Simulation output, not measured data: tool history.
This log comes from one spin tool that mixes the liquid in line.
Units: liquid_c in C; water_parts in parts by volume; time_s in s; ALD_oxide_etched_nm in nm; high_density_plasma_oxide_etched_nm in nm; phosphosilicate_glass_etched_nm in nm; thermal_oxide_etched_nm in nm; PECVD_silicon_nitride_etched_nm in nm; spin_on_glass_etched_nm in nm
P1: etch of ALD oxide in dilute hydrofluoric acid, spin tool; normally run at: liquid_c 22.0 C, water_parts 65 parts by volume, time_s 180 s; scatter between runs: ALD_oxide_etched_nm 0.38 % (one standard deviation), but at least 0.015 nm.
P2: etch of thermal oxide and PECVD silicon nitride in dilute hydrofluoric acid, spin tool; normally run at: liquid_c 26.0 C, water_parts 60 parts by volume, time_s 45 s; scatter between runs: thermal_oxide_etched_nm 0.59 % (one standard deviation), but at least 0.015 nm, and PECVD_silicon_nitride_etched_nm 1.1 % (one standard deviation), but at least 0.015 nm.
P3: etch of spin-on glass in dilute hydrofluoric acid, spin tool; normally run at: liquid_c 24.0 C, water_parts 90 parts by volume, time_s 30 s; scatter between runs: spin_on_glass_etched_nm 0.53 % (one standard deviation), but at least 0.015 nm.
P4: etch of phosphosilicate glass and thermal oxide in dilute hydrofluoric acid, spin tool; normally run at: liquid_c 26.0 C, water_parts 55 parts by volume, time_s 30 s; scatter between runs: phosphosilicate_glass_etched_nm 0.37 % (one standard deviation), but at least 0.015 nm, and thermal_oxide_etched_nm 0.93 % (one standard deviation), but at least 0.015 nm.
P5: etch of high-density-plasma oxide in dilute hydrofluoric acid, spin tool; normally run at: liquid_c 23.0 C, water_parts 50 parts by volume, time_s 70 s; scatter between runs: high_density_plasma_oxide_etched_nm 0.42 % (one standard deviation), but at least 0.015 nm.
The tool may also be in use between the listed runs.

run,day,process,liquid_c,water_parts,time_s,ALD_oxide_etched_nm,high_density_plasma_oxide_etched_nm,phosphosilicate_glass_etched_nm,thermal_oxide_etched_nm,PECVD_silicon_nitride_etched_nm,spin_on_glass_etched_nm
1,0.367,P1,22.0,65,180,27.0000,,,,,
2,0.671,P5,23.0,50,70,,7.4205,,,,
3,1.017,P1,22.0,20,180,93.3330,,,,,
4,1.383,P1,29.0,35,180,69.9220,,,,,
5,1.700,P4,26.0,55,30,,,85.575,2.8971,,
6,1.988,P1,22.0,65,180,27.3430,,,,,
7,2.275,P2,26.0,60,45,,,,4.0277,1.8639,
8,2.542,P3,28.0,90,30,,,,,,27.197
9,2.842,P1,17.0,65,180,22.0290,,,,,
10,3.188,P5,23.0,20,70,,19.1750,,,,
11,3.462,P2,31.0,60,45,,,,4.9043,2.6061,
12,3.838,P5,23.0,50,120,,12.6180,,,,
13,4.058,P2,26.0,60,25,,,,2.2250,1.0157,
14,4.229,P4,31.5,55,30,,,105.260,3.6251,,
15,4.500,P3,24.0,90,30,,,,,,22.958
16,4.667,P4,26.0,55,15,,,42.624,1.4296,,
17,4.917,P3,24.0,150,30,,,,,,12.901
18,5.250,P1,22.0,65,180,27.0700,,,,,
19,5.442,P2,26.0,60,45,,,,4.0634,1.8362,
20,5.779,P1,28.5,65,180,35.3260,,,,,
21,6.004,P5,29.0,50,70,,9.3799,,,,
22,6.271,P3,24.0,90,15,,,,,,11.593
23,6.612,P1,22.0,115,180,14.4840,,,,,
24,6.792,P2,26.0,85,45,,,,2.8188,1.3282,
25,7.096,P1,22.0,65,180,27.2120,,,,,
26,7.321,P1,22.0,65,355,53.4250,,,,,
27,7.650,P5,23.0,50,70,,7.3923,,,,
28,7.875,P3,24.0,90,30,,,,,,23.138
29,8.217,P4,26.0,105,30,,,41.624,1.4181,,
30,8.500,P1,22.0,65,180,27.2510,,,,,
31,8.800,P1,22.0,65,50,7.5676,,,,,
32,8.983,P1,22.0,65,180,26.9560,,,,,
33,9.217,P1,22.0,65,180,27.8260,,,,,
34,9.525,P1,22.0,65,180,28.6000,,,,,
35,9.846,P1,22.0,65,180,28.8290,,,,,
36,10.088,P1,22.0,65,180,29.2110,,,,,
37,10.254,P1,22.0,65,180,29.3620,,,,,
38,10.571,P1,22.0,65,180,29.4940,,,,,
39,10.888,P1,22.0,65,180,29.5940,,,,,
40,11.225,P1,22.0,65,180,29.5120,,,,,
41,11.533,P1,22.0,65,180,29.5590,,,,,
42,11.767,P1,22.0,65,180,29.5990,,,,,

Something has made what P1 gives creep away from where it was; the 2 causes below, each at its own stated size, fit the log equally well:
A: liquid hotter than its thermometer reads (K) = 2.16
B: hydrofluoric acid flow above the setpoint (%) = 8.54
The creep began at about day 8.983.

You are offered 4 check runs, listed below with question marks in place of their results; each one averages 3 wafers. Which run separates the listed causes by giving clearly different results for each?
check 1,12.000,P2,26.0,60,45,,,,?,?,
check 2,12.000,P3,24.0,90,30,,,,,,?
check 3,12.000,P5,23.0,50,70,,?,,,,
check 4,12.000,P4,26.0,55,30,,,?,?,,

If the cause were each of the candidates in turn, the checks would give the following:
check,result,if A,if B
check 1,thermal_oxide_etched_nm,4.4266,4.4374
check 1,PECVD_silicon_nitride_etched_nm,2.1476,2.0207
check 2,spin_on_glass_etched_nm,25.124,25.261
check 3,high_density_plasma_oxide_etched_nm,8.0360,8.0209
check 4,phosphosilicate_glass_etched_nm,92.920,93.072
check 4,thermal_oxide_etched_nm,3.1803,3.1855
Smallest distance between any two causes, each pair judged by its most separating result, in per cent: check 1 6.09 %; check 2 0.54 %; check 3 0.19 %; check 4 0.16 %
Only check 1 tells the causes apart: in the others they would give nearly the same result.

Check 1 was carried out, with these results: thermal_oxide_etched_nm 4.4105 nm; PECVD_silicon_nitride_etched_nm 2.0390 nm. Which of the listed causes is responsible?

It was cause B: hydrofluoric acid flow above the setpoint (%).
